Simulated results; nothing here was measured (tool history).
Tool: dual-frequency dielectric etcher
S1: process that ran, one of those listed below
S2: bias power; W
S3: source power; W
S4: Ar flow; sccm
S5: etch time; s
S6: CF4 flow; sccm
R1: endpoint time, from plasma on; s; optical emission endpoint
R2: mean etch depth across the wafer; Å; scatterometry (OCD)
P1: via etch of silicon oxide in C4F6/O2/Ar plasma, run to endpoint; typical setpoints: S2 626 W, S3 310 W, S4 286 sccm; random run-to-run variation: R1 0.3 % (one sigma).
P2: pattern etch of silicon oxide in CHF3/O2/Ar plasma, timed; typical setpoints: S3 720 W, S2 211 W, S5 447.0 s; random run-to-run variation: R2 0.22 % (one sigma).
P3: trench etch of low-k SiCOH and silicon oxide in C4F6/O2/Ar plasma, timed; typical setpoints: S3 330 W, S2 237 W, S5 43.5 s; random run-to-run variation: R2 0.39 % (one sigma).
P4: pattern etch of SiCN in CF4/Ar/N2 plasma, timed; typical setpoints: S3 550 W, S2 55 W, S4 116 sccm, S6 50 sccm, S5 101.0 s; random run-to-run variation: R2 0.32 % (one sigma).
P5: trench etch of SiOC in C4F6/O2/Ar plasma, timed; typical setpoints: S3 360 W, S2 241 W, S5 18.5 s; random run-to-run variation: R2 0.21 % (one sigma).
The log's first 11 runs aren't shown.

| run | hour | S1 | S2 | S3 | S4 | S5 | S6 | R1 | R2 |
|---|---|---|---|---|---|---|---|---|---|
| 12 | 52.3 | P3 | 237 | 330 |  | 43.5 |  |  | 1392.10 |
| 13 | 57.3 | P2 | 211 | 720 |  | 560.5 |  |  | 12039.00 |
| 14 | 62.3 | P1 | 626 | 200 | 286 |  |  | 17.846 |  |
|  | 64.2 | source power generator calibrated |
| 15 | 65.8 | P1 | 626 | 310 | 286 |  |  | 15.320 |  |
| 16 | 69.7 | P2 | 171 | 720 |  | 447.0 |  |  | 8982.00 |
| 17 | 75.3 | P1 | 498 | 310 | 286 |  |  | 16.702 |  |
| 18 | 78.8 | P4 | 55 | 440 | 116 | 101.0 | 50 |  | 718.09 |
| 19 | 82.3 | P4 | 36 | 550 | 116 | 101.0 | 50 |  | 756.79 |
|  | 82.4 | Ar flow controller replaced |
| 20 | 88.7 | P3 | 158 | 330 |  | 43.5 |  |  | 1228.20 |
| 21 | 95.0 | P5 | 241 | 220 |  | 18.5 |  |  | 346.54 |
| 22 | 100.6 | P2 | 211 | 720 |  | 447.0 |  |  | 9657.70 |
| 23 | 104.2 | P4 | 55 | 550 | 116 | 101.0 | 50 |  | 874.56 |
| 24 | 107.3 | P3 | 237 | 460 |  | 43.5 |  |  | 1598.40 |
| 25 | 111.2 | P5 | 241 | 360 |  | 11.0 |  |  | 248.70 |
| 26 | 115.3 | P4 | 55 | 550 | 72 | 101.0 | 50 |  | 951.79 |
| 27 | 120.8 | P1 | 626 | 310 | 286 |  |  | 15.344 |  |
| 28 | 125.0 | P1 | 626 | 310 | 381 |  |  | 15.869 |  |
| 29 | 129.8 | P1 | 496 | 400 | 286 |  |  | 15.202 |  |
| 30 | 133.8 | P1 | 845 | 310 | 286 |  |  | 13.496 |  |
| 31 | 139.5 | P5 | 241 | 360 |  | 18.5 |  |  | 417.21 |
| 32 | 145.2 | P2 | 211 | 430 |  | 447.0 |  |  | 7952.80 |
| 33 | 148.5 | P1 | 626 | 310 | 233 |  |  | 14.884 |  |
| 34 | 154.6 | P1 | 626 | 310 | 286 |  |  | 15.231 |  |

Run 35, settings as shown, results not yet in. Your forecast:
| 35 | 157.7 | P1 | 626 | 310 | 286 |  |  | ? |  |

Run 35 came out at R1 15.369 s.
